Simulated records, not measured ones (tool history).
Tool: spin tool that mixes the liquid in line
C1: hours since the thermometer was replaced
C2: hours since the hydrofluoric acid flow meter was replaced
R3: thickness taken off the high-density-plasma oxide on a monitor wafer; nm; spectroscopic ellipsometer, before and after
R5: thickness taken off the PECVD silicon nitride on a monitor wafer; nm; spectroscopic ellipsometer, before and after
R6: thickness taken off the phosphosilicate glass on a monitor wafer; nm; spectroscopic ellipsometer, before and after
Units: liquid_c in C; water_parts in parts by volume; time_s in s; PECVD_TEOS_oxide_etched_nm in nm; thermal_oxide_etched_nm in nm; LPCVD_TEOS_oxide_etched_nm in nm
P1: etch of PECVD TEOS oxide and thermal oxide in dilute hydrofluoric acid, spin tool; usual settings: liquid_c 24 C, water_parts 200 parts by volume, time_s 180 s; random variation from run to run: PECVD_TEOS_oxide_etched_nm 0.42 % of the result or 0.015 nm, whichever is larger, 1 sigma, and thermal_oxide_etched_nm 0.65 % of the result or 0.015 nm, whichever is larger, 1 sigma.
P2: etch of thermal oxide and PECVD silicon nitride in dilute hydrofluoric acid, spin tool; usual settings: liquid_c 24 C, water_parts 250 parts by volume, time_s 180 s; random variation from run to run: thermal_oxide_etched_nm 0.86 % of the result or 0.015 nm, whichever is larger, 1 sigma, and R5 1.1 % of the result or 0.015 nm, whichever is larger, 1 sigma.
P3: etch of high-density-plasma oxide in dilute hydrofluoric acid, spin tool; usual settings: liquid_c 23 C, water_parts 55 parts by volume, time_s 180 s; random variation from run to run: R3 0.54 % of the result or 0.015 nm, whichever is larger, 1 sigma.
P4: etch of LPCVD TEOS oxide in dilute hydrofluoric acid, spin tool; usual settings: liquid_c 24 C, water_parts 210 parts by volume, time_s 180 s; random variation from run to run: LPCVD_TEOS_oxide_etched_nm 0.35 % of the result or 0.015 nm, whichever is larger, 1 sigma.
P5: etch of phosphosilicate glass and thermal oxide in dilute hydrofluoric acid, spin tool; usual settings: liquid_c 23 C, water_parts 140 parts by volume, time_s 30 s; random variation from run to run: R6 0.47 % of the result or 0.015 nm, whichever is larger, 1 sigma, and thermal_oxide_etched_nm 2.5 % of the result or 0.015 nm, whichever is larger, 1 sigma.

run 1 hour=9.9 | process=P1 liquid_c=24 water_parts=200 time_s=180 | C1=583.2 C2=289.9 | PECVD_TEOS_oxide_etched_nm=22.421 thermal_oxide_etched_nm=4.0877
run 2 hour=20.2 | process=P3 liquid_c=17 water_parts=55 time_s=180 | C1=593.5 C2=300.2 | R3=12.951
run 3 hour=27.3 | process=P3 liquid_c=23 water_parts=55 time_s=15 | C1=600.6 C2=307.3 | R3=1.3825
run 4 hour=39.3 | process=P4 liquid_c=32.5 water_parts=210 time_s=180 | C1=612.6 C2=319.3 | LPCVD_TEOS_oxide_etched_nm=30.662
run 5 hour=45 | process=P1 liquid_c=24 water_parts=200 time_s=275 | C1=618.3 C2=325 | PECVD_TEOS_oxide_etched_nm=34.181 thermal_oxide_etched_nm=6.1975
run 6 hour=53.9 | process=P1 liquid_c=24 water_parts=200 time_s=180 | C1=627.2 C2=333.9 | PECVD_TEOS_oxide_etched_nm=22.536 thermal_oxide_etched_nm=4.0255
run 7 hour=59.8 | process=P1 liquid_c=24 water_parts=90 time_s=180 | C1=633.1 C2=339.8 | PECVD_TEOS_oxide_etched_nm=56.577 thermal_oxide_etched_nm=10.138
run 8 hour=71 | process=P2 liquid_c=24 water_parts=250 time_s=265 | C1=644.3 C2=351 | thermal_oxide_etched_nm=4.0383 R5=3.0286
run 9 hour=82.4 | process=P1 liquid_c=24 water_parts=200 time_s=80 | C1=655.7 C2=362.4 | PECVD_TEOS_oxide_etched_nm=10.036 thermal_oxide_etched_nm=1.8131
run 10 hour=88.9 | process=P4 liquid_c=24 water_parts=210 time_s=310 | C1=662.2 C2=368.9 | LPCVD_TEOS_oxide_etched_nm=39.389
run 11 hour=101.4 | process=P4 liquid_c=24 water_parts=210 time_s=180 | C1=674.7 C2=381.4 | LPCVD_TEOS_oxide_etched_nm=22.918
run 12 hour=107.1 | process=P5 liquid_c=23 water_parts=210 time_s=30 | C1=680.4 C2=387.1 | thermal_oxide_etched_nm=0.55449 R6=21.648
run 13 hour=117.5 | process=P1 liquid_c=28 water_parts=135 time_s=180 | C1=690.8 C2=397.5 | PECVD_TEOS_oxide_etched_nm=41.29 thermal_oxide_etched_nm=7.4425
run 14 hour=129.2 | process=P2 liquid_c=24 water_parts=435 time_s=180 | C1=702.5 C2=409.2 | thermal_oxide_etched_nm=1.3346 R5=1.2278
run 15 hour=141.9 | process=P1 liquid_c=24 water_parts=200 time_s=180 | C1=715.2 C2=421.9 | PECVD_TEOS_oxide_etched_nm=22.381 thermal_oxide_etched_nm=4.0849
-- hour=151.2 thermometer replaced
run 16 hour=152.7 | process=P1 liquid_c=24 water_parts=200 time_s=180 | C1=1.6 C2=432.7 | PECVD_TEOS_oxide_etched_nm=22.455 thermal_oxide_etched_nm=4.1008
run 17 hour=164.8 | process=P5 liquid_c=19 water_parts=140 time_s=30 | C1=13.7 C2=444.8 | thermal_oxide_etched_nm=0.74308 R6=29.851
run 18 hour=171.6 | process=P1 liquid_c=24 water_parts=200 time_s=180 | C1=20.5 C2=451.6 | PECVD_TEOS_oxide_etched_nm=22.517 thermal_oxide_etched_nm=4.0593
run 19 hour=177.7 | process=P1 liquid_c=19 water_parts=200 time_s=180 | C1=26.6 C2=457.7 | PECVD_TEOS_oxide_etched_nm=18.539 thermal_oxide_etched_nm=3.3486
run 20 hour=186.2 | process=P1 liquid_c=24 water_parts=65 time_s=40 | C1=35.1 C2=466.2 | PECVD_TEOS_oxide_etched_nm=18.043 thermal_oxide_etched_nm=3.2281
run 21 hour=195.2 | process=P4 liquid_c=24 water_parts=210 time_s=180 | C1=44.1 C2=475.2 | LPCVD_TEOS_oxide_etched_nm=22.987
run 22 hour=202.8 | process=P1 liquid_c=24 water_parts=350 time_s=180 | C1=51.7 C2=482.8 | PECVD_TEOS_oxide_etched_nm=11.049 thermal_oxide_etched_nm=1.9902
run 23 hour=208.5 | process=P1 liquid_c=19 water_parts=200 time_s=320 | C1=57.4 C2=488.5 | PECVD_TEOS_oxide_etched_nm=32.955 thermal_oxide_etched_nm=6.0073
run 24 hour=220.5 | process=P4 liquid_c=24 water_parts=40 time_s=180 | C1=69.4 C2=500.5 | LPCVD_TEOS_oxide_etched_nm=147.31
run 25 hour=226.7 | process=P5 liquid_c=23 water_parts=140 time_s=30 | C1=75.6 C2=506.7 | thermal_oxide_etched_nm=0.86607 R6=35.038
-- hour=231.1 hydrofluoric acid flow meter replaced
run 26 hour=232.3 | process=P1 liquid_c=24 water_parts=200 time_s=180 | C1=81.2 C2=1.2 | PECVD_TEOS_oxide_etched_nm=22.386 thermal_oxide_etched_nm=4.0269
run 27 hour=241.1 | process=P1 liquid_c=24 water_parts=200 time_s=180 | C1=90 C2=10 | PECVD_TEOS_oxide_etched_nm=22.335 thermal_oxide_etched_nm=4.0583
run 28 hour=253.2 | process=P2 liquid_c=17 water_parts=250 time_s=180 | C1=102.1 C2=22.1 | thermal_oxide_etched_nm=2.0721 R5=1.3167
run 29 hour=261.7 | process=P3 liquid_c=23 water_parts=105 time_s=180 | C1=110.6 C2=30.6 | R3=8.1935
run 30 hour=267.9 | process=P2 liquid_c=24 water_parts=250 time_s=180 | C1=116.8 C2=36.8 | thermal_oxide_etched_nm=2.743 R5=2.0594
run 31 hour=278.5 | process=P3 liquid_c=23 water_parts=55 time_s=180 | C1=127.4 C2=47.4 | R3=16.631
run 32 hour=290.2 | process=P1 liquid_c=30.5 water_parts=200 time_s=180 | C1=139.1 C2=59.1 | PECVD_TEOS_oxide_etched_nm=28.247 thermal_oxide_etched_nm=5.0775
run 33 hour=301.4 | process=P5 liquid_c=23 water_parts=140 time_s=15 | C1=150.3 C2=70.3 | thermal_oxide_etched_nm=0.43851 R6=17.458
run 34 hour=307.4 | process=P1 liquid_c=24 water_parts=200 time_s=180 | C1=156.3 C2=76.3 | PECVD_TEOS_oxide_etched_nm=22.28 thermal_oxide_etched_nm=4.0285
run 35 hour=320.2 | process=P1 liquid_c=24 water_parts=200 time_s=180 | C1=169.1 C2=89.1 | PECVD_TEOS_oxide_etched_nm=21.594 thermal_oxide_etched_nm=3.8575
run 36 hour=327 | process=P1 liquid_c=24 water_parts=200 time_s=180 | C1=175.9 C2=95.9 | PECVD_TEOS_oxide_etched_nm=21.55 thermal_oxide_etched_nm=3.8484
run 37 hour=335.7 | process=P1 liquid_c=24 water_parts=200 time_s=180 | C1=184.6 C2=104.6 | PECVD_TEOS_oxide_etched_nm=21.124 thermal_oxide_etched_nm=3.7765
run 38 hour=346.6 | process=P1 liquid_c=24 water_parts=200 time_s=180 | C1=195.5 C2=115.5 | PECVD_TEOS_oxide_etched_nm=21.127 thermal_oxide_etched_nm=3.8855
run 39 hour=353.8 | process=P1 liquid_c=24 water_parts=200 time_s=180 | C1=202.7 C2=122.7 | PECVD_TEOS_oxide_etched_nm=21.161 thermal_oxide_etched_nm=3.7706
run 40 hour=365.9 | process=P1 liquid_c=24 water_parts=200 time_s=180 | C1=214.8 C2=134.8 | PECVD_TEOS_oxide_etched_nm=20.879 thermal_oxide_etched_nm=3.7999

What P1 gives has crept away from where it was. These 2 causes fit the log equally well, each at the size given:
A: hydrofluoric acid flow below the setpoint (%) = 5.33
B: liquid colder than its thermometer reads (K) = 1.79
The creep began at about hour 307.4.

4 check runs are offered, each on 5 wafers whose results are averaged, their results left as question marks. Which one tells the causes apart?
run check 1 hour=378 | process=P4 liquid_c=24 water_parts=210 time_s=300 | LPCVD_TEOS_oxide_etched_nm=?
run check 2 hour=378 | process=P5 liquid_c=23 water_parts=180 time_s=30 | thermal_oxide_etched_nm=? R6=?
run check 3 hour=378 | process=P2 liquid_c=17 water_parts=350 time_s=180 | thermal_oxide_etched_nm=? R5=?
run check 4 hour=378 | process=P3 liquid_c=23 water_parts=80 time_s=15 | R3=?

What each check would give under each cause:
check=check_1 result=LPCVD_TEOS_oxide_etched_nm if_A=35.594 if_B=35.624
check=check_2 result=thermal_oxide_etched_nm if_A=0.62766 if_B=0.62589
check=check_2 result=R6 if_A=24.251 if_B=24.183
check=check_3 result=thermal_oxide_etched_nm if_A=1.2934 if_B=1.2981
check=check_3 result=R5 if_A=0.90612 if_B=0.84926
check=check_4 result=R3 if_A=0.87086 if_B=0.8597
How far apart the two closest causes lie, in the result that separates them most: check 1 0.09 %; check 2 0.28 %; check 3 6.48 %; check 4 1.29 %
Check 3 tells the causes apart: in the others they would give nearly the same result.

Check 3 was then run and gave: thermal_oxide_etched_nm 1.3044 nm; R5 0.85862 nm. Which cause is it?

It is B: liquid colder than its thermometer reads (K).
